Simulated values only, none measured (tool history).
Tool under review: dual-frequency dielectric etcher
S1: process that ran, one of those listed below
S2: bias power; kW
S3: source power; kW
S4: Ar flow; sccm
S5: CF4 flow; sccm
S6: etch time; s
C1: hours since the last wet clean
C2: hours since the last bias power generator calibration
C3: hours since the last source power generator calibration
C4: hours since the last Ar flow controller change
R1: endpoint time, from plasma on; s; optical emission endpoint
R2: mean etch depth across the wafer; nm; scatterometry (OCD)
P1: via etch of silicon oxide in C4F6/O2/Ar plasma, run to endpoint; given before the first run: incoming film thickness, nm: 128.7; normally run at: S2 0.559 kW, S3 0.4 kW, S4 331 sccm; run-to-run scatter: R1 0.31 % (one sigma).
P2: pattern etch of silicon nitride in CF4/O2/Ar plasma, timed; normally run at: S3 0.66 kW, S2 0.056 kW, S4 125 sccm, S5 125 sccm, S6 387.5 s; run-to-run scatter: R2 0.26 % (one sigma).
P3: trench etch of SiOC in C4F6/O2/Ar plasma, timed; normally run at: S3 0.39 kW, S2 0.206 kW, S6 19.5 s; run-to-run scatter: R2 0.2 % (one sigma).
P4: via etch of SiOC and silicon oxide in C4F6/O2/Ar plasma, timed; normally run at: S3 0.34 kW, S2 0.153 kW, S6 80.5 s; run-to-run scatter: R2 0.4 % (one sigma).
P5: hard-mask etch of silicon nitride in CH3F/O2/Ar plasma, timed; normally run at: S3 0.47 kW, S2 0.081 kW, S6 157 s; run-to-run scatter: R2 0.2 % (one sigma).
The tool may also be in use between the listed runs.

{"run": 1, "day": 0.321, "S1": "P1", "S2": 0.559, "S3": 0.4, "S4": 331, "C1": 162.7, "C2": 1614.6, "C3": 565, "C4": 491.7, "R1": 26.975}
{"run": 2, "day": 0.638, "S1": "P1", "S2": 0.405, "S3": 0.32, "S4": 331, "C1": 170.3, "C2": 1622.2, "C3": 572.6, "C4": 499.3, "R1": 32.99}
{"run": 3, "day": 0.958, "S1": "P1", "S2": 0.559, "S3": 0.4, "S4": 434, "C1": 178, "C2": 1629.9, "C3": 580.3, "C4": 507, "R1": 27.653}
{"run": 4, "day": 1.175, "S1": "P1", "S2": 0.559, "S3": 0.4, "S4": 331, "C1": 183.2, "C2": 1635.1, "C3": 585.5, "C4": 512.2, "R1": 26.998}
{"run": 5, "day": 1.496, "S1": "P2", "S2": 0.056, "S3": 0.52, "S4": 125, "S5": 125, "S6": 387.5, "C1": 190.9, "C2": 1642.8, "C3": 593.2, "C4": 519.9, "R2": 777.82}
{"run": 6, "day": 1.808, "S1": "P4", "S2": 0.153, "S3": 0.34, "S6": 44.5, "C1": 198.4, "C2": 1650.3, "C3": 600.7, "C4": 527.4, "R2": 46.826}
{"run": 7, "day": 1.962, "S1": "P5", "S2": 0.081, "S3": 0.47, "S6": 223, "C1": 202.1, "C2": 1654, "C3": 604.4, "C4": 531.1, "R2": 175.74}
{"run": 8, "day": 2.275, "S1": "P3", "S2": 0.206, "S3": 0.55, "S6": 19.5, "C1": 209.6, "C2": 1661.5, "C3": 611.9, "C4": 538.6, "R2": 46.192}
{"run": 9, "day": 2.558, "S1": "P5", "S2": 0.081, "S3": 0.67, "S6": 157, "C1": 216.4, "C2": 1668.3, "C3": 618.7, "C4": 545.4, "R2": 141.3}
{"run": 10, "day": 2.896, "S1": "P5", "S2": 0.055, "S3": 0.47, "S6": 157, "C1": 224.5, "C2": 1676.4, "C3": 626.8, "C4": 553.5, "R2": 108.78}
{"run": 11, "day": 3.125, "S1": "P3", "S2": 0.284, "S3": 0.39, "S6": 19.5, "C1": 230, "C2": 1681.9, "C3": 632.3, "C4": 559, "R2": 45.178}
{"run": 12, "day": 3.421, "S1": "P4", "S2": 0.1, "S3": 0.34, "S6": 80.5, "C1": 237.1, "C2": 1689, "C3": 639.4, "C4": 566.1, "R2": 74.99}
{"run": 13, "day": 3.683, "S1": "P3", "S2": 0.206, "S3": 0.39, "S6": 19.5, "C1": 243.4, "C2": 1695.3, "C3": 645.7, "C4": 572.4, "R2": 40.378}
{"run": 14, "day": 3.875, "S1": "P1", "S2": 0.559, "S3": 0.4, "S4": 331, "C1": 248, "C2": 1699.9, "C3": 650.3, "C4": 577, "R1": 26.886}
{"run": 15, "day": 4.196, "S1": "P1", "S2": 0.559, "S3": 0.4, "S4": 331, "C1": 255.7, "C2": 1707.6, "C3": 658, "C4": 584.7, "R1": 26.928}
{"run": 16, "day": 4.529, "S1": "P2", "S2": 0.056, "S3": 0.66, "S4": 125, "S5": 125, "S6": 387.5, "C1": 263.7, "C2": 1715.6, "C3": 666, "C4": 592.7, "R2": 955.81}
{"run": 17, "day": 4.833, "S1": "P2", "S2": 0.075, "S3": 0.66, "S4": 125, "S5": 125, "S6": 387.5, "C1": 271, "C2": 1722.9, "C3": 673.3, "C4": 600, "R2": 1074.7}
{"run": 18, "day": 5.138, "S1": "P1", "S2": 0.559, "S3": 0.4, "S4": 220, "C1": 278.3, "C2": 1730.2, "C3": 680.6, "C4": 607.3, "R1": 25.807}
{"run": 19, "day": 5.488, "S1": "P2", "S2": 0.056, "S3": 0.66, "S4": 125, "S5": 173, "S6": 387.5, "C1": 286.7, "C2": 1738.6, "C3": 689, "C4": 615.7, "R2": 996.9}
{"run": 20, "day": 5.821, "S1": "P1", "S2": 0.559, "S3": 0.4, "S4": 331, "C1": 294.7, "C2": 1746.6, "C3": 697, "C4": 623.7, "R1": 27.05}
{"run": 21, "day": 6.158, "S1": "P1", "S2": 0.742, "S3": 0.4, "S4": 331, "C1": 302.8, "C2": 1754.7, "C3": 705.1, "C4": 631.8, "R1": 24.241}
{"run": 22, "day": 6.379, "S1": "P1", "S2": 0.559, "S3": 0.26, "S4": 331, "C1": 308.1, "C2": 1760, "C3": 710.4, "C4": 637.1, "R1": 31.631}
{"run": 23, "day": 6.683, "S1": "P1", "S2": 0.559, "S3": 0.53, "S4": 331, "C1": 315.4, "C2": 1767.3, "C3": 717.7, "C4": 644.4, "R1": 24.359}
{"run": 24, "day": 6.958, "S1": "P1", "S2": 0.434, "S3": 0.4, "S4": 331, "C1": 322, "C2": 1773.9, "C3": 724.3, "C4": 651, "R1": 29.434}
{"run": 25, "day": 7.162, "S1": "P4", "S2": 0.153, "S3": 0.34, "S6": 80.5, "C1": 326.9, "C2": 1778.8, "C3": 729.2, "C4": 655.9, "R2": 84.484}
{"run": 26, "day": 7.35, "S1": "P2", "S2": 0.056, "S3": 0.66, "S4": 125, "S5": 125, "S6": 545, "C1": 331.4, "C2": 1783.3, "C3": 733.7, "C4": 660.4, "R2": 1345}
{"run": 27, "day": 7.612, "S1": "P5", "S2": 0.081, "S3": 0.47, "S6": 157, "C1": 337.7, "C2": 1789.6, "C3": 740, "C4": 666.7, "R2": 123.95}
{"run": 28, "day": 7.762, "S1": "P4", "S2": 0.153, "S3": 0.34, "S6": 80.5, "C1": 341.3, "C2": 1793.2, "C3": 743.6, "C4": 670.3, "R2": 84.42}
{"run": 29, "day": 8.062, "S1": "P2", "S2": 0.056, "S3": 0.66, "S4": 125, "S5": 125, "S6": 387.5, "C1": 348.5, "C2": 1800.4, "C3": 750.8, "C4": 677.5, "R2": 958.33}
{"run": 30, "day": 8.292, "S1": "P3", "S2": 0.206, "S3": 0.39, "S6": 13, "C1": 354, "C2": 1805.9, "C3": 756.3, "C4": 683, "R2": 26.914}
{"run": 31, "day": 8.542, "S1": "P4", "S2": 0.153, "S3": 0.24, "S6": 80.5, "C1": 360, "C2": 1811.9, "C3": 762.3, "C4": 689, "R2": 73.852}
{"run": 32, "day": 8.708, "S1": "P2", "S2": 0.056, "S3": 0.66, "S4": 158, "S5": 125, "S6": 387.5, "C1": 364, "C2": 1815.9, "C3": 766.3, "C4": 693, "R2": 925.28}
{"run": 33, "day": 8.954, "S1": "P1", "S2": 0.559, "S3": 0.4, "S4": 331, "C1": 369.9, "C2": 1821.8, "C3": 772.2, "C4": 698.9, "R1": 27.077}
{"run": 34, "day": 9.242, "S1": "P1", "S2": 0.559, "S3": 0.4, "S4": 331, "C1": 376.8, "C2": 1828.7, "C3": 779.1, "C4": 705.8, "R1": 27.119}
{"run": 35, "day": 9.408, "S1": "P1", "S2": 0.559, "S3": 0.4, "S4": 331, "C1": 380.8, "C2": 1832.7, "C3": 783.1, "C4": 709.8, "R1": 27.09}
{"run": 36, "day": 9.558, "S1": "P1", "S2": 0.559, "S3": 0.4, "S4": 331, "C1": 384.4, "C2": 1836.3, "C3": 786.7, "C4": 713.4, "R1": 27.221}
{"run": 37, "day": 9.871, "S1": "P1", "S2": 0.559, "S3": 0.4, "S4": 331, "C1": 391.9, "C2": 1843.8, "C3": 794.2, "C4": 720.9, "R1": 27.424}
{"day": 9.946, "done": "wet clean of the chamber"}
{"run": 38, "day": 10.071, "S1": "P1", "S2": 0.559, "S3": 0.4, "S4": 331, "C1": 3.1, "C2": 1848.6, "C3": 799, "C4": 725.7, "R1": 27.4}
{"day": 10.133, "done": "Ar flow controller replaced"}
{"run": 39, "day": 10.25, "S1": "P1", "S2": 0.559, "S3": 0.4, "S4": 331, "C1": 7.4, "C2": 1852.9, "C3": 803.3, "C4": 2.9, "R1": 27.327}
{"run": 40, "day": 10.446, "S1": "P1", "S2": 0.559, "S3": 0.4, "S4": 331, "C1": 12.1, "C2": 1857.6, "C3": 808, "C4": 7.6, "R1": 27.475}
{"run": 41, "day": 10.704, "S1": "P1", "S2": 0.559, "S3": 0.4, "S4": 331, "C1": 18.3, "C2": 1863.8, "C3": 814.2, "C4": 13.8, "R1": 27.309}

Compared with where it was, what P1 gives has crept away. Each cause listed below fits the log as well as the rest, at the size given for it:
A: bias power that arrives under what is set, % = 3.96
B: source power that arrives under what is set, % = 4.08
The onset of the drift is placed at about day 9.242.
What rules out each remaining cause:
chamber walls in a state that lowers the etch rate, %: serviced at day 9.946, which brought nothing back
Ar flow that arrives over what is set, %: serviced at day 10.133, which brought nothing back

Consider the 4 single-wafer check runs listed below, results given as question marks: which one distinguishes between the causes by giving clearly different results for each?
{"run": "check 1", "day": 10.962, "S1": "P3", "S2": 0.206, "S3": 0.55, "S6": 14, "R2": "?"}
{"run": "check 2", "day": 10.962, "S1": "P4", "S2": 0.118, "S3": 0.34, "S6": 59.5, "R2": "?"}
{"run": "check 3", "day": 10.962, "S1": "P2", "S2": 0.056, "S3": 0.66, "S4": 125, "S5": 172, "S6": 387.5, "R2": "?"}
{"run": "check 4", "day": 10.962, "S1": "P5", "S2": 0.081, "S3": 0.65, "S6": 217, "R2": "?"}

Predicted outcomes, by check and by cause:
check=check_1 result=R2 if_A=32.782 if_B=32.671
check=check_2 result=R2 if_A=56.944 if_B=56.683
check=check_3 result=R2 if_A=978.43 if_B=957.23
check=check_4 result=R2 if_A=190.73 if_B=190.31
Distance between the nearest two causes, measured in the result of the check that separates them most: check 1 0.34 %; check 2 0.46 %; check 3 2.19 %; check 4 0.22 %
The causes can be told apart only by check 3. The other checks would give nearly the same results under each of them.

Check 3 was then run and gave: R2 979.09 nm. Which cause is it?

It is A: bias power that arrives under what is set, %.

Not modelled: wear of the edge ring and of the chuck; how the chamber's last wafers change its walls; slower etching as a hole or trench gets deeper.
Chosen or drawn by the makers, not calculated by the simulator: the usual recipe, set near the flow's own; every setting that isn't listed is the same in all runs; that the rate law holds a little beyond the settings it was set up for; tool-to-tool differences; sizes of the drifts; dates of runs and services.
